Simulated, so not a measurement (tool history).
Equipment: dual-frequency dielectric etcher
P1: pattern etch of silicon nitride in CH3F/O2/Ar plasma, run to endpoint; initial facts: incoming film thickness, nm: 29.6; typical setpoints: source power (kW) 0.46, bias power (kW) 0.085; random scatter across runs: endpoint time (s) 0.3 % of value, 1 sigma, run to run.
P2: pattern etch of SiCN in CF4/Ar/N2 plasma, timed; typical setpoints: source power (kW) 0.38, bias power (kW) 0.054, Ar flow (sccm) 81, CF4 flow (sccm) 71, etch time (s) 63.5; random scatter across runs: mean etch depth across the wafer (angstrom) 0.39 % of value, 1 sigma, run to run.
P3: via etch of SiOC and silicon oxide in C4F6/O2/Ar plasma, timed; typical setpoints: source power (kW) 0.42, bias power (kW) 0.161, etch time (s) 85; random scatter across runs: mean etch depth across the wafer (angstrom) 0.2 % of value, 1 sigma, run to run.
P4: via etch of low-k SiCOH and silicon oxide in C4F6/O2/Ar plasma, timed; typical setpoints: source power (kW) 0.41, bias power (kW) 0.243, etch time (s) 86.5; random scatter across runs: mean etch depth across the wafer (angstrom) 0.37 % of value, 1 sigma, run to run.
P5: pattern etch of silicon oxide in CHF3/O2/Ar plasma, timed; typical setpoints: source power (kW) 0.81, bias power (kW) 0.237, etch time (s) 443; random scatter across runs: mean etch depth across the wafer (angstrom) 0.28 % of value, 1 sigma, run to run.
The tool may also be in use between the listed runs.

run    day  process that ran  source power (kW)  bias power (kW)  etch time (s)  Ar flow (sccm)  CF4 flow (sccm)  hours since the last wet clean  hours since the last source power generator calibration  hours since the last bias power generator calibration  endpoint time (s)  mean etch depth across the wafer (angstrom)
  1  0.333                P1               0.46            0.085                                                                            69.9                                                    374.9                                                 1176.2             37.283
  2  0.754                P3               0.42            0.161            104                                                               80                                                      385                                                 1186.3                                                          1201.4
  3  1.075                P1               0.46            0.085                                                                            87.7                                                    392.7                                                   1194             37.342
  4  1.483                P1               0.34            0.085                                                                            97.5                                                    402.5                                                 1203.8              42.11
  5  1.704                P1               0.46            0.105                                                                           102.8                                                    407.8                                                 1209.1              34.55
  6  2.038                P1               0.46            0.085                                                                           110.8                                                    415.8                                                 1217.1             37.424
  7  2.254                P1               0.35            0.069                                                                             116                                                      421                                                 1222.3             44.383
  8  2.562                P4               0.41            0.188           86.5                                                            123.4                                                    428.4                                                 1229.7                                                          2427.1
  9  2.933                P5               0.81            0.302            443                                                            132.3                                                    437.3                                                 1238.6                                                           11449
 10  3.312                P2               0.38            0.054           63.5              50               71                           141.4                                                    446.4                                                 1247.7                                                          483.49
 11  3.796                P5               0.81            0.237            443                                                              153                                                      458                                                 1259.3                                                           10505
 12  4.167                P5               0.54            0.237            443                                                            161.9                                                    466.9                                                 1268.2                                                          9065.4
 13  4.608                P2               0.54            0.054           63.5              81               71                           172.5                                                    477.5                                                 1278.8                                                          612.65
 14  5.079                P5               0.81            0.237            581                                                            183.8                                                    488.8                                                 1290.1                                                           13814
 15  5.571                P4               0.41            0.243           57.5                                                            195.6                                                    500.6                                                 1301.9                                                          1751.4
 16  6.008                P3               0.42            0.224             85                                                            206.1                                                    511.1                                                 1312.4                                                          1095.2
 17    6.4                P4               0.41            0.243           86.5                                                            215.5                                                    520.5                                                 1321.8                                                          2631.6
 18  6.746                P1               0.46             0.07                                                                           223.8                                                    528.8                                                 1330.1             40.058
 19  7.129                P1               0.32            0.052                                                                             233                                                      538                                                 1339.3              50.61
 20  7.617                P2               0.38            0.054           63.5              81               71                           244.7                                                    549.7                                                   1351                                                          448.48
 21  8.092                P3               0.27            0.161             85                                                            256.1                                                    561.1                                                 1362.4                                                          825.48
     8.396  -- wet clean of the chamber
 22  8.462                P2               0.38            0.072           63.5              81               71                             1.7                                                      570                                                 1371.3                                                          496.06
 23  8.738                P1               0.59            0.057                                                                             8.3                                                    576.6                                                 1377.9             38.934

Predict the results of run 24:
 24  8.975                P1               0.65            0.085                                                                              14                                                    582.3                                                 1383.6                  ?

{"run 24": {"endpoint time (s)": 32.832}}

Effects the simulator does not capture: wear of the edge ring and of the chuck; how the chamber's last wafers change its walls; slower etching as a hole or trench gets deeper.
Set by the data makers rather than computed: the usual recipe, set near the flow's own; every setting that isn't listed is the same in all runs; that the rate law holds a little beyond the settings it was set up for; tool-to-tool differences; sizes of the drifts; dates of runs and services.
